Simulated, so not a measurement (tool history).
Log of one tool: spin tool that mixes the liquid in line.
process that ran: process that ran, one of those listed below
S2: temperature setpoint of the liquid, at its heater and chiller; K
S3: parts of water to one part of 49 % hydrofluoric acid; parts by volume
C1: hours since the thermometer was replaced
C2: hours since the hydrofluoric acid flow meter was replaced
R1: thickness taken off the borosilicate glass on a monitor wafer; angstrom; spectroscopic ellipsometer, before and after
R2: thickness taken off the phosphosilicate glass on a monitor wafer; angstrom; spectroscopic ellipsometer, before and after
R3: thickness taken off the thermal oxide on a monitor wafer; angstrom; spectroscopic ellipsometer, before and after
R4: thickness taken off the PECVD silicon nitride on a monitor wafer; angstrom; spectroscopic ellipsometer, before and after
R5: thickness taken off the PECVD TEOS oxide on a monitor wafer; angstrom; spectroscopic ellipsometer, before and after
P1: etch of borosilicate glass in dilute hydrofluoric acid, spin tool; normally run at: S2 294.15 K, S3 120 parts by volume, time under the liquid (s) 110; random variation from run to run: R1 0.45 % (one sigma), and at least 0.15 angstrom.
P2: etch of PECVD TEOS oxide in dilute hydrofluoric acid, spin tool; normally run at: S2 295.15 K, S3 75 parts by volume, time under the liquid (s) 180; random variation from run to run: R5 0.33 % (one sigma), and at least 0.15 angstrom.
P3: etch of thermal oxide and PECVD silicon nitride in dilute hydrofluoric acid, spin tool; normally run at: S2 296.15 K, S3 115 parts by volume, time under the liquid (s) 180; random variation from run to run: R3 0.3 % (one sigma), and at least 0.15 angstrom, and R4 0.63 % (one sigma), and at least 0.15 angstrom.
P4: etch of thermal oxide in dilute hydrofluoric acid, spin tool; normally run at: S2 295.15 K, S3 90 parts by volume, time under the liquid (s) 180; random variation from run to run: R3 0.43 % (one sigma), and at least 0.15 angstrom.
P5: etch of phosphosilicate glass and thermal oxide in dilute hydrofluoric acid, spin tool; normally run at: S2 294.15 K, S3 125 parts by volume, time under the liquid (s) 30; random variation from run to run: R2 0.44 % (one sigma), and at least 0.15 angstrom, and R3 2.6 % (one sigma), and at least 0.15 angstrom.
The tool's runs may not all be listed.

Run 1, day 0.275: process that ran P1, S2 294.15 K, S3 120 parts by volume, time under the liquid (s) 110; C1 702.1; C2 220.7. Result: R1 204.630 angstrom.
Run 2, day 0.475: process that ran P1, S2 290.15 K, S3 120 parts by volume, time under the liquid (s) 110; C1 706.9; C2 225.5. Result: R1 174.440 angstrom.
Run 3, day 0.746: process that ran P1, S2 294.15 K, S3 70 parts by volume, time under the liquid (s) 15; C1 713.4; C2 232.0. Result: R1 50.926 angstrom.
Run 4, day 0.879: process that ran P5, S2 300.65 K, S3 125 parts by volume, time under the liquid (s) 30; C1 716.6; C2 235.2. Result: R2 295.61 angstrom, R3 13.2640 angstrom.
Run 5, day 1.121: process that ran P1, S2 294.15 K, S3 120 parts by volume, time under the liquid (s) 180; C1 722.4; C2 241.0. Result: R1 336.380 angstrom.
Run 6, day 1.346: process that ran P3, S2 296.15 K, S3 115 parts by volume, time under the liquid (s) 180; C1 727.8; C2 246.4. Result: R3 69.1170 angstrom, R4 40.169 angstrom.
Run 7, day 1.504: process that ran P4, S2 295.15 K, S3 90 parts by volume, time under the liquid (s) 15; C1 731.6; C2 250.2. Result: R3 7.1636 angstrom.
Run 8, day 1.696: process that ran P2, S2 295.15 K, S3 75 parts by volume, time under the liquid (s) 180; C1 736.2; C2 254.8. Result: R5 193.860 angstrom.
Run 9, day 1.850: process that ran P1, S2 294.15 K, S3 120 parts by volume, time under the liquid (s) 20; C1 739.9; C2 258.5. Result: R1 37.159 angstrom.
Run 10, day 2.075: process that ran P2, S2 301.15 K, S3 75 parts by volume, time under the liquid (s) 180; C1 745.3; C2 263.9. Result: R5 247.270 angstrom.
Run 11, day 2.325: process that ran P2, S2 295.15 K, S3 75 parts by volume, time under the liquid (s) 15; C1 751.3; C2 269.9. Result: R5 16.028 angstrom.
Run 12, day 2.542: process that ran P3, S2 296.15 K, S3 115 parts by volume, time under the liquid (s) 55; C1 756.5; C2 275.1. Result: R3 21.0920 angstrom, R4 12.168 angstrom.
Run 13, day 2.700: process that ran P5, S2 294.15 K, S3 40 parts by volume, time under the liquid (s) 30; C1 760.3; C2 278.9. Result: R2 791.31 angstrom, R3 33.7020 angstrom.
Run 14, day 2.983: process that ran P5, S2 294.15 K, S3 125 parts by volume, time under the liquid (s) 15; C1 767.1; C2 285.7. Result: R2 115.49 angstrom, R3 4.8713 angstrom.
At day 3.171: thermometer replaced.
Run 15, day 3.225: process that ran P1, S2 290.15 K, S3 120 parts by volume, time under the liquid (s) 50; C1 1.3; C2 291.5. Result: R1 78.716 angstrom.
Run 16, day 3.392: process that ran P1, S2 294.15 K, S3 120 parts by volume, time under the liquid (s) 110; C1 5.3; C2 295.5. Result: R1 204.950 angstrom.
Run 17, day 3.608: process that ran P4, S2 295.15 K, S3 165 parts by volume, time under the liquid (s) 180; C1 10.5; C2 300.7. Result: R3 45.4270 angstrom.
Run 18, day 3.896: process that ran P1, S2 294.15 K, S3 120 parts by volume, time under the liquid (s) 110; C1 17.4; C2 307.6. Result: R1 203.730 angstrom.
Run 19, day 4.088: process that ran P1, S2 298.15 K, S3 120 parts by volume, time under the liquid (s) 110; C1 22.0; C2 312.2. Result: R1 240.930 angstrom.
Run 20, day 4.229: process that ran P1, S2 294.15 K, S3 55 parts by volume, time under the liquid (s) 110; C1 25.4; C2 315.6. Result: R1 482.850 angstrom.
Run 21, day 4.388: process that ran P1, S2 298.15 K, S3 60 parts by volume, time under the liquid (s) 110; C1 29.2; C2 319.4. Result: R1 518.620 angstrom.

Forecast run 22:
Run 22, day 4.592: process that ran P3, S2 296.15 K, S3 185 parts by volume, time under the liquid (s) 180; C1 34.1; C2 324.3. Result: R3 ?, R4 ?.

Run 22 gave R3 39.3880 angstrom, R4 24.974 angstrom.

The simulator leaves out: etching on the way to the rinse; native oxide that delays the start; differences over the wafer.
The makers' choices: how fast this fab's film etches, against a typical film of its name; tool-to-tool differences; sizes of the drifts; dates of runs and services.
